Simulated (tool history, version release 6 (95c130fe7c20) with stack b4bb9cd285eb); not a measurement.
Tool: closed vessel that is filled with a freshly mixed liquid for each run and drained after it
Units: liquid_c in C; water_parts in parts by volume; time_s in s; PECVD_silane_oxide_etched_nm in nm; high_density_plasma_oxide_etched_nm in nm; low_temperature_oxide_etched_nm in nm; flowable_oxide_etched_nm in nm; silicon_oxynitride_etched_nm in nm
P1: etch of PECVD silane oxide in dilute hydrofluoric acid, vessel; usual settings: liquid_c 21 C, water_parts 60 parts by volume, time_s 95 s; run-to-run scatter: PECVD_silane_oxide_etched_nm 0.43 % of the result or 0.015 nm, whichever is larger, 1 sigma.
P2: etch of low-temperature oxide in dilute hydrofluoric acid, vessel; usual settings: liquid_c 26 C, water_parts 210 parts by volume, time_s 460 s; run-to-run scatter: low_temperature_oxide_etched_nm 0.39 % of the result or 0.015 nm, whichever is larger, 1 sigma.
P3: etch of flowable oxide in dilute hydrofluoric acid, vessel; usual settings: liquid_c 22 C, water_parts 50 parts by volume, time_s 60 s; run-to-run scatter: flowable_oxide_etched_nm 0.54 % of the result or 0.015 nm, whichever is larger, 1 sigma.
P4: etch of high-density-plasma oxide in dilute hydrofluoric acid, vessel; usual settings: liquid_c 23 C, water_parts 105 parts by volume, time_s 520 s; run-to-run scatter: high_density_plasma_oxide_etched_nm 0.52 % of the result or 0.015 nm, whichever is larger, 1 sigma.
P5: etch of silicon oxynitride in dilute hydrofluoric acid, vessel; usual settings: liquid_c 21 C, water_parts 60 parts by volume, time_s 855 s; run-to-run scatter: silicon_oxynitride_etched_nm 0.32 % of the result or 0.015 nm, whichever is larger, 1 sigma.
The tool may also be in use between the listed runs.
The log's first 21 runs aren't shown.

run	hour	process	liquid_c	water_parts	time_s	hours since the thermometer was replaced	hours since the hydrofluoric acid flow meter was replaced	PECVD_silane_oxide_etched_nm	high_density_plasma_oxide_etched_nm	low_temperature_oxide_etched_nm	flowable_oxide_etched_nm	silicon_oxynitride_etched_nm
22	98.1	P5	21	60	425	241.6	78.5					19.169
23	101.1	P1	17	60	95	244.6	81.5	20.583				
24	105.3	P1	21	60	55	248.8	85.7	14.164				
25	110.8	P1	21	60	95	254.3	91.2	24.378				
26	115.7	P2	26	210	460	259.2	96.1			22.131		
# hour 116: thermometer replaced
27	118.7	P4	27.5	105	520	2.7	99.1		39.574			
28	124.2	P5	21	60	855	8.2	104.6					38.455
29	127.9	P4	23	105	1020	11.9	108.3		64.43			
30	132	P5	21	110	855	16	112.4					20.215
31	136.9	P1	21	60	95	20.9	117.3	24.531				
32	143	P3	25.5	50	60	27	123.4				41.931	
33	148.5	P1	17	90	95	32.5	128.9	13.289				
34	153.1	P3	22	80	60	37.1	133.5				21.741	
35	158.6	P1	21	60	95	42.6	139	24.298				
36	163.6	P1	21	60	95	47.6	144	25.288				

Forecast run 37:
37	169.5	P1	21	60	95	53.5	149.9	?				

PECVD_silane_oxide_etched_nm: 26.022 nm
